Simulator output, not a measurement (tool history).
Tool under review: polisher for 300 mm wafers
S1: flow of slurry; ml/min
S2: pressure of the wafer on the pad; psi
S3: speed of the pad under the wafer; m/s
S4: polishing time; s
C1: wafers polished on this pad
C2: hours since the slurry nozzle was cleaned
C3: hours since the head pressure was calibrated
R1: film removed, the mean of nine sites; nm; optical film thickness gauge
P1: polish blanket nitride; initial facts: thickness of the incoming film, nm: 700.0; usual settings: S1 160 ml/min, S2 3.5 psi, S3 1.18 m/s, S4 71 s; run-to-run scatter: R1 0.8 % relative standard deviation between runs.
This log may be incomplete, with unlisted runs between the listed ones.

run   hour   S1   S2    S3  S4    C1     C2     C3      R1
  1    5.3  160  3.5  1.18  71   285  120.3  538.2  146.33
  2   10.4  160  5.1  1.18  71   336  125.4  543.3  215.27
  3   13.5  160  3.5  1.18  71   367  128.5  546.4  149.07
  4   16.8  160  3.5  1.88  71   400  131.8  549.7  211.24
  5   19.7  160  3.5  1.18  71   429  134.7  552.6  146.54
  6   24.1  160  5.3   1.6  71   473  139.1    557  283.88
  7   28.2  160  2.2  1.18  71   514  143.2  561.1   90.42
  8   32.7   95  3.5  1.18  71   559  147.7  565.6  132.03
  9   35.7  160  3.5  1.18  71   590  150.7  568.6  146.34
 10   38.6  220  3.5  1.18  71   619  153.6  571.5   154.3
 11   40.9  160  3.5  1.18  95   642  155.9  573.8   198.8
 12     45  160  3.5  1.18  71   683    160  577.9  147.02
 13   49.5  160  3.5  0.82  71   728  164.5  582.4   110.6
 14   53.7  160  3.5  1.18  71   770  168.7  586.6  145.25
 15   57.8  160  3.5  1.18  71   811  172.8  590.7  148.43
 16     63  160  3.5  1.18  40   863    178  595.9  82.169
 17   66.4  160  3.5  1.18  71   897  181.4  599.3  147.46
 18   70.9  160  3.5  1.18  71   942  185.9  603.8  141.12
 19   76.2  160  3.5  1.18  71   995  191.2  609.1  137.87
 20   78.6  160  3.5  1.18  71  1019  193.6  611.5   137.1
 21   81.3  160  3.5  1.18  71  1046  196.3  614.2  136.03
 22   84.3  160  3.5  1.18  71  1077  199.3  617.2  136.64
 23   88.4  160  3.5  1.18  71  1118  203.4  621.3   135.3
        91  -- worn pad replaced by a new one
 24   91.4  160  3.5  1.18  71     4  206.4  624.3  134.53
 25   96.5  160  3.5  1.18  71    55  211.5  629.4  132.35
 26  101.8  160  3.5  1.18  71   108  216.8  634.7     136
 27  106.1  160  3.5  1.18  71   151  221.1    639  133.91

Something has made what P1 gives creep away from where it was; the 2 causes below, each at its own stated size, fit the log equally well:
A: slurry flow missing at the pad, % = 36.3
B: head's pressure below its setpoint, % = 8.67
The drift started at roughly hour 66.4.
What rules out each remaining cause:
removal rate lost through wear of the pad, %: was serviced at hour 91, once the creep was under way, yet the earlier output never came back

Which of the check runs below tells the causes apart, meaning the causes would give it clearly different results? Each run uses 2 wafers whose results are averaged, and each result is shown as a question mark.
check 1  110.4  100  3.5  1.18  71               ?
check 2  110.4  160  4.8  1.18  71               ?
check 3  110.4  160  2.8  1.18  71               ?
check 4  110.4  160  3.5  1.18  88               ?

Expected result of each check under each candidate cause:
  check  result    if A    if B
check 1      R1   116.1  121.62
check 2      R1  183.49  183.48
check 3      R1  107.04  107.03
check 4      R1  165.83  165.82
How far apart the two closest causes lie, in the result that separates them most: check 1 4.65 %; check 2 0 %; check 3 0 %; check 4 0 %
Check 1 distinguishes between the causes, while the remaining checks would return nearly the same result for all of them.

Check 1 was carried out, with these results: R1 121.18 nm. Which of the listed causes is responsible?

The correct cause is B, namely: head's pressure below its setpoint, %.
